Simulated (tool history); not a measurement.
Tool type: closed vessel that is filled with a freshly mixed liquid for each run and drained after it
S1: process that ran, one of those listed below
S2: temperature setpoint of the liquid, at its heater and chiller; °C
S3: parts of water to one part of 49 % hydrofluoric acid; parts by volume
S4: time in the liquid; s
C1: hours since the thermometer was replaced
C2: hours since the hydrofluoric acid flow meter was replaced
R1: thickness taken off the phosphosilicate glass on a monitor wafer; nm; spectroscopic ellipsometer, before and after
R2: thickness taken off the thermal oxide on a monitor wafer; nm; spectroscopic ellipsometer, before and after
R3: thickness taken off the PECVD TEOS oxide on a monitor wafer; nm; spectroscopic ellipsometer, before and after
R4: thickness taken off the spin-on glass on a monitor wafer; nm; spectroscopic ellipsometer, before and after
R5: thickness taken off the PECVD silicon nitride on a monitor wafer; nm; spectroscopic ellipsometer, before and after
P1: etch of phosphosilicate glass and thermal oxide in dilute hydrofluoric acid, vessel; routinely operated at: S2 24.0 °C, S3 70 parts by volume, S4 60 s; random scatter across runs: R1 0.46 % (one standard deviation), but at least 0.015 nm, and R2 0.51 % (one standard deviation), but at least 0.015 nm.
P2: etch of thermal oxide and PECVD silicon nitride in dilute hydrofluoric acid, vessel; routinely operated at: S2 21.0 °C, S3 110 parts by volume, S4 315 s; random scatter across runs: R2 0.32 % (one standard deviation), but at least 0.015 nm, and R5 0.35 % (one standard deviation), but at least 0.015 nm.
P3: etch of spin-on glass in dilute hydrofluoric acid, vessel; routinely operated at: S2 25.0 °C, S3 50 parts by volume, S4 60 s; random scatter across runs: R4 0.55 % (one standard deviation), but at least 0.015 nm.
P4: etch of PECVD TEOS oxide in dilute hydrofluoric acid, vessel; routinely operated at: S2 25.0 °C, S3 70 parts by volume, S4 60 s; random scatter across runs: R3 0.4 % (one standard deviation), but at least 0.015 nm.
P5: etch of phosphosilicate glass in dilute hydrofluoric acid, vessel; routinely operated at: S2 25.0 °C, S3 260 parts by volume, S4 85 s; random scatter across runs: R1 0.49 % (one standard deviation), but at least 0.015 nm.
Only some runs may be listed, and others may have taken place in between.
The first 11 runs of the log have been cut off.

Run 12, day 6.708: S1 P3, S2 25.0 °C, S3 50 parts by volume, S4 60 s; C1 831.3; C2 1261.5. Result: R4 58.851 nm.
Run 13, day 7.229: S1 P5, S2 30.0 °C, S3 260 parts by volume, S4 85 s; C1 843.8; C2 1274.0. Result: R1 37.232 nm.
Run 14, day 7.621: S1 P1, S2 24.0 °C, S3 95 parts by volume, S4 60 s; C1 853.2; C2 1283.4. Result: R1 53.463 nm, R2 2.8959 nm.
Run 15, day 8.088: S1 P4, S2 25.0 °C, S3 125 parts by volume, S4 60 s; C1 864.4; C2 1294.6. Result: R3 5.7131 nm.
Run 16, day 8.717: S1 P1, S2 24.0 °C, S3 70 parts by volume, S4 60 s; C1 879.5; C2 1309.7. Result: R1 74.730 nm, R2 4.0088 nm.
Run 17, day 9.212: S1 P1, S2 17.0 °C, S3 70 parts by volume, S4 60 s; C1 891.4; C2 1321.6. Result: R1 55.736 nm, R2 2.9490 nm.
Run 18, day 9.662: S1 P3, S2 25.0 °C, S3 20 parts by volume, S4 60 s; C1 902.2; C2 1332.4. Result: R4 153.320 nm.
Run 19, day 10.267: S1 P2, S2 21.0 °C, S3 110 parts by volume, S4 70 s; C1 916.7; C2 1346.9. Result: R2 2.5992 nm, R5 1.4120 nm.
Run 20, day 10.612: S1 P3, S2 25.0 °C, S3 50 parts by volume, S4 60 s; C1 925.0; C2 1355.2. Result: R4 58.291 nm.

The next listed run, before its measurement:
Run 21, day 11.008: S1 P1, S2 29.5 °C, S3 70 parts by volume, S4 60 s; C1 934.5; C2 1364.7. Result: R1 ?, R2 ?.

{"run 21": {"R1": 92.754, "R2": 4.9643}}
